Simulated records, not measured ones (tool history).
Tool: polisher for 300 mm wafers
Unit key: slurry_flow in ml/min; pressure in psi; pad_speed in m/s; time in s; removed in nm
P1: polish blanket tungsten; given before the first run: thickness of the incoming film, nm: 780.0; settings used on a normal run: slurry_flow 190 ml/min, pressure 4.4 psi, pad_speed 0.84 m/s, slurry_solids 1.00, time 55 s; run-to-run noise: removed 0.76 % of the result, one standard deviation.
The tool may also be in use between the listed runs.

run   hour  slurry_flow  pressure  pad_speed  slurry_solids  time  wafers polished on this pad  hours since the slurry nozzle was cleaned  hours since the head pressure was calibrated  hours since the slurry blender was calibrated  hours since the slurry got fresh peroxide  removed
  1   10.2          190       4.4       0.84           1.00    55                          474                                      229.8                                         328.1                                          219.9                                       42.8   241.44
  2   22.1          190       4.4       0.38           1.00    55                          588                                      241.7                                         340.0                                          231.8                                       54.7   108.66
  3   35.3          190       4.4       0.84           1.00    27                          714                                      254.9                                         353.2                                          245.0                                       67.9   118.76
  4   49.4          190       4.4       0.84           0.50    55                          848                                      269.0                                         367.3                                          259.1                                       82.0   203.49
  5   64.2          190       6.8       0.84           1.00    55                          990                                      283.8                                         382.1                                          273.9                                       96.8   366.74
      80.7  -- worn pad replaced by a new one
  6   81.9          190       4.4       0.84           1.00    55                           11                                      301.5                                         399.8                                          291.6                                      114.5   239.84
  7   96.6          260       4.4       0.84           1.00    55                          152                                      316.2                                         414.5                                          306.3                                      129.2   247.43
  8  107.0          190       4.4       0.84           1.00    55                          251                                      326.6                                         424.9                                          316.7                                      139.6   241.08
     110.9  -- head pressure recalibrated
  9  123.2          190       4.4       0.84           1.00    55                          405                                      342.8                                          12.3                                          332.9                                      155.8   239.48
 10  136.2          115       4.4       0.84           1.00    55                          529                                      355.8                                          25.3                                          345.9                                      168.8   221.20
 11  154.3          190       4.4       0.84           1.30    55                          702                                      373.9                                          43.4                                          364.0                                      186.9   254.82
 12  166.4          190       4.4       1.14           1.00    55                          818                                      386.0                                          55.5                                          376.1                                      199.0   329.35
 13  183.6          190       4.4       0.84           1.00    55                          982                                      403.2                                          72.7                                          393.3                                      216.2   236.81
 14  198.2          190       4.4       0.84           1.00    77                         1121                                      417.8                                          87.3                                          407.9                                      230.8   335.47
 15  217.4          190       4.4       0.84           1.00    55                         1304                                      437.0                                         106.5                                          427.1                                      250.0   243.28
 16  228.5          190       3.1       0.84           1.35    55                         1410                                      448.1                                         117.6                                          438.2                                      261.1   183.89
 17  245.6          190       2.0       0.84           1.00    55                         1574                                      465.2                                         134.7                                          455.3                                      278.2   107.74
 18  259.7          190       4.4       0.84           1.00    55                         1708                                      479.3                                         148.8                                          469.4                                      292.3   238.56
 19  278.5          190       4.4       0.84           1.00    55                         1888                                      498.1                                         167.6                                          488.2                                      311.1   230.31
 20  289.3          190       4.4       0.84           1.00    55                         1991                                      508.9                                         178.4                                          499.0                                      321.9   226.35
     297.8  -- worn pad replaced by a new one
 21  307.1          190       4.4       0.84           1.00    55                           89                                      526.7                                         196.2                                          516.8                                      339.7   221.67
     316.1  -- slurry tank refilled with fresh slurry and peroxide
 22  323.2          190       4.4       0.84           1.00    55                          243                                      542.8                                         212.3                                          532.9                                        7.1   223.34
     330.2  -- head pressure recalibrated
 23  341.8          190       4.4       0.84           1.00    55                          420                                      561.4                                          11.7                                          551.5                                       25.7   220.16
 24  355.1          190       4.4       0.84           1.00    55                          547                                      574.7                                          25.0                                          564.8                                       39.0   218.81

Compared with where it was, what P1 gives has crept away. Each cause listed below fits the log as well as the rest, at the size given for it:
A: slurry flow missing at the pad, % = 38.8
B: abrasive missing from the slurry, % = 31
The gradual shift began around hour 259.7.
Ruled out, with reasons:
removal rate lost through wear of the pad, %: serviced after onset, at hour 297.8, with no recovery of the prior output
head's pressure below its setpoint, %: serviced after onset, at hour 330.2, with no recovery of the prior output
peroxide lost from the slurry, %: serviced after onset, at hour 316.1, with no recovery of the prior output

Consider the 4 check runs below, whose results appear as question marks and each of which averages 2 wafers. Which one distinguishes the causes, in that each cause would give it a clearly different result?
check 1  368.4          190       6.8       0.84           1.00    55                                                                                                                                                                                                                        ?
check 2  368.4          115       4.4       0.84           1.00    37                                                                                                                                                                                                                        ?
check 3  368.4          190       6.3       0.84           1.00    33                                                                                                                                                                                                                        ?
check 4  368.4          190       4.4       0.84           0.60    55                                                                                                                                                                                                                        ?

How each check would come out, cause by cause:
  check   result    if A    if B
check 1  removed  340.35  340.30
check 2  removed  129.15  135.59
check 3  removed  189.20  189.17
check 4  removed  195.76  196.63
How far apart the two closest causes lie, in the result that separates them most: check 1 0.01 %; check 2 4.87 %; check 3 0.01 %; check 4 0.44 %
Only in check 2 would the causes give clearly different results; in the remaining checks their results would be nearly the same.

Here is what check 2 returned: removed 135.78 nm. Which cause is it?

Of the candidate causes, it is B: abrasive missing from the slurry, %.
